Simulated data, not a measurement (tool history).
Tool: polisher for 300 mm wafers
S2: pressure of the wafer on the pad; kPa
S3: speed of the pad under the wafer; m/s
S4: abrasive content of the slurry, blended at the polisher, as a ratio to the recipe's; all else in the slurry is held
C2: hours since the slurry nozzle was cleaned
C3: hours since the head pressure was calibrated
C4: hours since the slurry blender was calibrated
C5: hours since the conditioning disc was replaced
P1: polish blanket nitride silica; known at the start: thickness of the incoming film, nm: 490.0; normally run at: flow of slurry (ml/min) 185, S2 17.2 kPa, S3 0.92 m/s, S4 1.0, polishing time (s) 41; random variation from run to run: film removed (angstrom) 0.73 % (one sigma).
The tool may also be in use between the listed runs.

run 1 hour=3.6 | flow_of_slurry_(ml/min)=185 S2=17.2 S3=0.92 S4=1.0 polishing_time_(s)=41 | wafers_polished_on_this_pad=532 C2=167.2 C3=279.0 C4=79.7 C5=136.6 | film_removed_(angstrom)=144.800
run 2 hour=6.5 | flow_of_slurry_(ml/min)=140 S2=21.4 S3=0.92 S4=1.0 polishing_time_(s)=41 | wafers_polished_on_this_pad=562 C2=170.1 C3=281.9 C4=82.6 C5=139.5 | film_removed_(angstrom)=170.150
run 3 hour=11.5 | flow_of_slurry_(ml/min)=185 S2=8.3 S3=0.92 S4=1.0 polishing_time_(s)=41 | wafers_polished_on_this_pad=614 C2=175.1 C3=286.9 C4=87.6 C5=144.5 | film_removed_(angstrom)=69.835
run 4 hour=15.1 | flow_of_slurry_(ml/min)=110 S2=17.2 S3=0.92 S4=1.0 polishing_time_(s)=41 | wafers_polished_on_this_pad=651 C2=178.7 C3=290.5 C4=91.2 C5=148.1 | film_removed_(angstrom)=131.200
-- hour=15.9 head pressure recalibrated
run 5 hour=18.6 | flow_of_slurry_(ml/min)=185 S2=17.2 S3=0.92 S4=1.0 polishing_time_(s)=64 | wafers_polished_on_this_pad=687 C2=182.2 C3=2.8 C4=94.7 C5=151.6 | film_removed_(angstrom)=229.990
run 6 hour=22.4 | flow_of_slurry_(ml/min)=185 S2=17.2 S3=0.92 S4=1.0 polishing_time_(s)=19 | wafers_polished_on_this_pad=727 C2=186.0 C3=6.6 C4=98.5 C5=155.4 | film_removed_(angstrom)=67.110
run 7 hour=28.2 | flow_of_slurry_(ml/min)=185 S2=17.2 S3=0.92 S4=1.0 polishing_time_(s)=41 | wafers_polished_on_this_pad=787 C2=191.8 C3=12.4 C4=104.3 C5=161.2 | film_removed_(angstrom)=146.240
run 8 hour=32.8 | flow_of_slurry_(ml/min)=185 S2=17.2 S3=0.92 S4=1.0 polishing_time_(s)=41 | wafers_polished_on_this_pad=834 C2=196.4 C3=17.0 C4=108.9 C5=165.8 | film_removed_(angstrom)=146.100
run 9 hour=36.7 | flow_of_slurry_(ml/min)=185 S2=26.9 S3=0.92 S4=1.0 polishing_time_(s)=41 | wafers_polished_on_this_pad=875 C2=200.3 C3=20.9 C4=112.8 C5=169.7 | film_removed_(angstrom)=226.170
run 10 hour=39.7 | flow_of_slurry_(ml/min)=185 S2=17.2 S3=0.92 S4=1.0 polishing_time_(s)=41 | wafers_polished_on_this_pad=906 C2=203.3 C3=23.9 C4=115.8 C5=172.7 | film_removed_(angstrom)=143.830
run 11 hour=45.3 | flow_of_slurry_(ml/min)=185 S2=17.2 S3=1.28 S4=1.0 polishing_time_(s)=26 | wafers_polished_on_this_pad=964 C2=208.9 C3=29.5 C4=121.4 C5=178.3 | film_removed_(angstrom)=120.500
run 12 hour=49.2 | flow_of_slurry_(ml/min)=185 S2=17.2 S3=0.92 S4=1.4 polishing_time_(s)=41 | wafers_polished_on_this_pad=1004 C2=212.8 C3=33.4 C4=125.3 C5=182.2 | film_removed_(angstrom)=164.900
run 13 hour=54.6 | flow_of_slurry_(ml/min)=185 S2=17.2 S3=0.92 S4=0.5 polishing_time_(s)=41 | wafers_polished_on_this_pad=1060 C2=218.2 C3=38.8 C4=130.7 C5=187.6 | film_removed_(angstrom)=98.641
run 14 hour=57.5 | flow_of_slurry_(ml/min)=290 S2=17.2 S3=0.92 S4=1.0 polishing_time_(s)=41 | wafers_polished_on_this_pad=1090 C2=221.1 C3=41.7 C4=133.6 C5=190.5 | film_removed_(angstrom)=153.360
run 15 hour=62.8 | flow_of_slurry_(ml/min)=185 S2=17.2 S3=1.34 S4=1.0 polishing_time_(s)=41 | wafers_polished_on_this_pad=1145 C2=226.4 C3=47.0 C4=138.9 C5=195.8 | film_removed_(angstrom)=195.830
run 16 hour=67.7 | flow_of_slurry_(ml/min)=185 S2=17.2 S3=0.92 S4=1.0 polishing_time_(s)=41 | wafers_polished_on_this_pad=1196 C2=231.3 C3=51.9 C4=143.8 C5=200.7 | film_removed_(angstrom)=145.140
run 17 hour=72.4 | flow_of_slurry_(ml/min)=185 S2=17.2 S3=0.44 S4=1.0 polishing_time_(s)=41 | wafers_polished_on_this_pad=1244 C2=236.0 C3=56.6 C4=148.5 C5=205.4 | film_removed_(angstrom)=80.198
run 18 hour=77.3 | flow_of_slurry_(ml/min)=185 S2=17.2 S3=0.92 S4=1.0 polishing_time_(s)=41 | wafers_polished_on_this_pad=1295 C2=240.9 C3=61.5 C4=153.4 C5=210.3 | film_removed_(angstrom)=146.910
run 19 hour=80.2 | flow_of_slurry_(ml/min)=185 S2=17.2 S3=0.92 S4=1.0 polishing_time_(s)=41 | wafers_polished_on_this_pad=1325 C2=243.8 C3=64.4 C4=156.3 C5=213.2 | film_removed_(angstrom)=146.880
run 20 hour=83.6 | flow_of_slurry_(ml/min)=185 S2=17.2 S3=0.92 S4=1.0 polishing_time_(s)=41 | wafers_polished_on_this_pad=1360 C2=247.2 C3=67.8 C4=159.7 C5=216.6 | film_removed_(angstrom)=139.740
run 21 hour=89.4 | flow_of_slurry_(ml/min)=185 S2=17.2 S3=0.92 S4=1.0 polishing_time_(s)=41 | wafers_polished_on_this_pad=1420 C2=253.0 C3=73.6 C4=165.5 C5=222.4 | film_removed_(angstrom)=138.000
run 22 hour=94.7 | flow_of_slurry_(ml/min)=185 S2=17.2 S3=0.92 S4=1.0 polishing_time_(s)=41 | wafers_polished_on_this_pad=1475 C2=258.3 C3=78.9 C4=170.8 C5=227.7 | film_removed_(angstrom)=135.740
run 23 hour=99.5 | flow_of_slurry_(ml/min)=185 S2=17.2 S3=0.92 S4=1.0 polishing_time_(s)=41 | wafers_polished_on_this_pad=1525 C2=263.1 C3=83.7 C4=175.6 C5=232.5 | film_removed_(angstrom)=132.600
-- hour=100.3 head pressure recalibrated
-- hour=104.8 conditioning disc replaced and pad reconditioned
run 24 hour=105.2 | flow_of_slurry_(ml/min)=185 S2=17.2 S3=0.92 S4=1.0 polishing_time_(s)=41 | wafers_polished_on_this_pad=1584 C2=268.8 C3=5.0 C4=181.3 C5=0.4 | film_removed_(angstrom)=131.610
run 25 hour=108.5 | flow_of_slurry_(ml/min)=185 S2=17.2 S3=0.92 S4=1.0 polishing_time_(s)=41 | wafers_polished_on_this_pad=1618 C2=272.1 C3=8.3 C4=184.6 C5=3.7 | film_removed_(angstrom)=131.600
-- hour=113.3 slurry nozzle cleaned
run 26 hour=113.4 | flow_of_slurry_(ml/min)=185 S2=17.2 S3=0.92 S4=1.0 polishing_time_(s)=41 | wafers_polished_on_this_pad=1669 C2=0.1 C3=13.2 C4=189.5 C5=8.6 | film_removed_(angstrom)=131.800
run 27 hour=116.8 | flow_of_slurry_(ml/min)=185 S2=17.2 S3=0.92 S4=1.0 polishing_time_(s)=41 | wafers_polished_on_this_pad=1704 C2=3.5 C3=16.6 C4=192.9 C5=12.0 | film_removed_(angstrom)=129.500
run 28 hour=122.2 | flow_of_slurry_(ml/min)=185 S2=17.2 S3=0.92 S4=1.0 polishing_time_(s)=41 | wafers_polished_on_this_pad=1760 C2=8.9 C3=22.0 C4=198.3 C5=17.4 | film_removed_(angstrom)=131.110
run 29 hour=126.7 | flow_of_slurry_(ml/min)=185 S2=17.2 S3=0.92 S4=1.0 polishing_time_(s)=41 | wafers_polished_on_this_pad=1806 C2=13.4 C3=26.5 C4=202.8 C5=21.9 | film_removed_(angstrom)=129.530

What P1 gives has crept away from where it was. These 2 causes fit the log equally well, each at the size given:
A: removal rate lost through wear of the pad, % = 9.79
B: abrasive missing from the slurry, % = 19.3
The creep began at about hour 80.2.
Why every other cause is out:
slurry flow missing at the pad, %: serviced at hour 113.3, which brought nothing back
head's pressure below its setpoint, %: serviced at hour 100.3, which brought nothing back
time polished since the conditioner stopped cutting, s: serviced at hour 104.8, which brought nothing back

4 check runs are offered, each on 3 wafers whose results are averaged, their results left as question marks. Which one tells the causes apart?
run check 1 hour=131.2 | flow_of_slurry_(ml/min)=280 S2=26.9 S3=0.92 S4=1.00 polishing_time_(s)=41 | film_removed_(angstrom)=?
run check 2 hour=131.2 | flow_of_slurry_(ml/min)=185 S2=17.2 S3=0.92 S4=0.55 polishing_time_(s)=41 | film_removed_(angstrom)=?
run check 3 hour=131.2 | flow_of_slurry_(ml/min)=255 S2=17.2 S3=0.92 S4=1.00 polishing_time_(s)=56 | film_removed_(angstrom)=?
run check 4 hour=131.2 | flow_of_slurry_(ml/min)=245 S2=24.8 S3=0.92 S4=1.00 polishing_time_(s)=41 | film_removed_(angstrom)=?

What each check would give under each cause:
check=check_1 result=film_removed_(angstrom) if_A=214.560 if_B=214.530
check=check_2 result=film_removed_(angstrom) if_A=95.467 if_B=92.501
check=check_3 result=film_removed_(angstrom) if_A=186.100 if_B=186.070
check=check_4 result=film_removed_(angstrom) if_A=195.360 if_B=195.330
How far apart the two closest causes lie, in the result that separates them most: check 1 0.02 %; check 2 3.16 %; check 3 0.02 %; check 4 0.02 %
Only check 2 tells the causes apart: in the others they would give nearly the same result.

Check 2 was then run and gave: film removed (angstrom) 95.826. Which cause is it?

It is A: removal rate lost through wear of the pad, %.
